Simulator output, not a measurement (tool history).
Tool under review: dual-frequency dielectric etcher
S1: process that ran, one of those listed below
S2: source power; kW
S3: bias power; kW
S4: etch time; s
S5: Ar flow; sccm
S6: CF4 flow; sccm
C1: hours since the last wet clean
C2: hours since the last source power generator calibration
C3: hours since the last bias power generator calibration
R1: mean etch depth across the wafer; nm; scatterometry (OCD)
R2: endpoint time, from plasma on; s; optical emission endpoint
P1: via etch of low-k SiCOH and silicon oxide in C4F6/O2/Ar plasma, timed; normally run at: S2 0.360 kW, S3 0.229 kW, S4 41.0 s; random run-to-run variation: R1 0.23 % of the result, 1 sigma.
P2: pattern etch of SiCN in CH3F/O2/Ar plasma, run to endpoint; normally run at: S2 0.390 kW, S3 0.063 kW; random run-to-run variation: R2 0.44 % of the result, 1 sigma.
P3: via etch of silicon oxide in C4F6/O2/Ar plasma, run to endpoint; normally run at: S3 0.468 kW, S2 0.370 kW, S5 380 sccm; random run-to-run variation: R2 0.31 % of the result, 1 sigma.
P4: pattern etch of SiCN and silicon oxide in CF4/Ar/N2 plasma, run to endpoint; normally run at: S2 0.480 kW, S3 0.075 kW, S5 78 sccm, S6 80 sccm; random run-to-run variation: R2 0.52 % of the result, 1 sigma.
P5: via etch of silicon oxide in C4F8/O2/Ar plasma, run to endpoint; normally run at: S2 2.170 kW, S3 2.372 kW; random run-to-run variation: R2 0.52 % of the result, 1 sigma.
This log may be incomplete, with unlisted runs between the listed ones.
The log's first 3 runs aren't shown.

run,day,S1,S2,S3,S4,S5,S6,C1,C2,C3,R1,R2
4,0.633,P1,0.360,0.188,22.5,,,359.6,1376.0,2293.4,52.698,
5,0.742,P1,0.360,0.229,41.0,,,362.2,1378.6,2296.0,102.440,
6,0.883,P3,0.370,0.468,,380,,365.6,1382.0,2299.4,,40.309
7,1.067,P1,0.360,0.229,25.0,,,370.0,1386.4,2303.8,62.283,
8,1.162,P5,1.440,2.372,,,,372.3,1388.7,2306.1,,305.900
9,1.304,P1,0.220,0.229,41.0,,,375.7,1392.1,2309.5,84.688,
10,1.429,P2,0.390,0.063,,,,378.7,1395.1,2312.5,,18.891
11,1.592,P4,0.480,0.097,,78,80,382.6,1399.0,2316.4,,11.697
12,1.679,P3,0.370,0.625,,380,,384.7,1401.1,2318.5,,36.064
13,1.783,P4,0.480,0.075,,62,80,387.2,1403.6,2321.0,,12.281
14,1.904,P1,0.360,0.174,41.0,,,390.1,1406.5,2323.9,93.721,
15,2.042,P2,0.260,0.063,,,,393.4,1409.8,2327.2,,21.929
16,2.142,P5,2.170,1.729,,,,395.8,1412.2,2329.6,,286.180
17,2.283,P2,0.390,0.075,,,,399.2,1415.6,2333.0,,17.730
18,2.396,P1,0.360,0.229,41.0,,,401.9,1418.3,2335.7,102.190,
19,2.546,P1,0.360,0.229,41.0,,,405.5,1421.9,2339.3,102.290,
20,2.658,P1,0.360,0.275,41.0,,,408.2,1424.6,2342.0,108.820,
21,2.825,P2,0.390,0.063,,,,412.2,1428.6,2346.0,,18.731

What does the tool deliver on the next run?
22,3.017,P5,2.170,2.372,,,,416.8,1433.2,2350.6,,?

R2: 260.570 s
